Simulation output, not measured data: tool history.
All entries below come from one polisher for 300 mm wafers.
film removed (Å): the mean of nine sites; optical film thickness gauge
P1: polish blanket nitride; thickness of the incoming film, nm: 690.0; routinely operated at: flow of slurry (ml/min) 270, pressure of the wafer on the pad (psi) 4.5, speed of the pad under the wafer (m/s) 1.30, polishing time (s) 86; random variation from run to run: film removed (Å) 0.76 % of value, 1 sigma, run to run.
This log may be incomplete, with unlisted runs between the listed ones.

| run | hour | flow of slurry (ml/min) | pressure of the wafer on the pad (psi) | speed of the pad under the wafer (m/s) | polishing time (s) | film removed (Å) |
|---|---|---|---|---|---|---|
| 1 | 9.0 | 270 | 4.5 | 1.30 | 86 | 2511.3 |
| 2 | 22.3 | 270 | 4.5 | 1.30 | 49 | 1425.3 |
| 3 | 39.6 | 270 | 4.5 | 1.30 | 86 | 2510.7 |
| 4 | 57.2 | 270 | 4.5 | 1.84 | 86 | 3293.9 |
| 5 | 73.0 | 270 | 6.5 | 0.90 | 86 | 2725.1 |
| 6 | 81.3 | 270 | 4.5 | 1.30 | 86 | 2530.7 |
| 7 | 89.8 | 425 | 4.5 | 1.30 | 86 | 2609.0 |
| 8 | 98.5 | 270 | 4.5 | 1.30 | 86 | 2515.7 |
|  | 106.9 | slurry nozzle cleaned |
| 9 | 109.3 | 270 | 4.5 | 0.74 | 86 | 1601.8 |
| 10 | 119.6 | 270 | 4.5 | 1.30 | 120 | 3544.0 |
| 11 | 136.8 | 160 | 4.5 | 1.30 | 86 | 2320.6 |
| 12 | 154.3 | 270 | 4.5 | 1.30 | 86 | 2534.9 |
| 13 | 170.9 | 270 | 6.4 | 1.30 | 86 | 3533.3 |
| 14 | 179.3 | 270 | 4.5 | 1.30 | 86 | 2531.2 |

Run 15 has not been measured yet. What should we expect?
| 15 | 189.6 | 270 | 4.5 | 1.30 | 86 | ? |

Logged for run 15: film removed (Å) 2506.7.
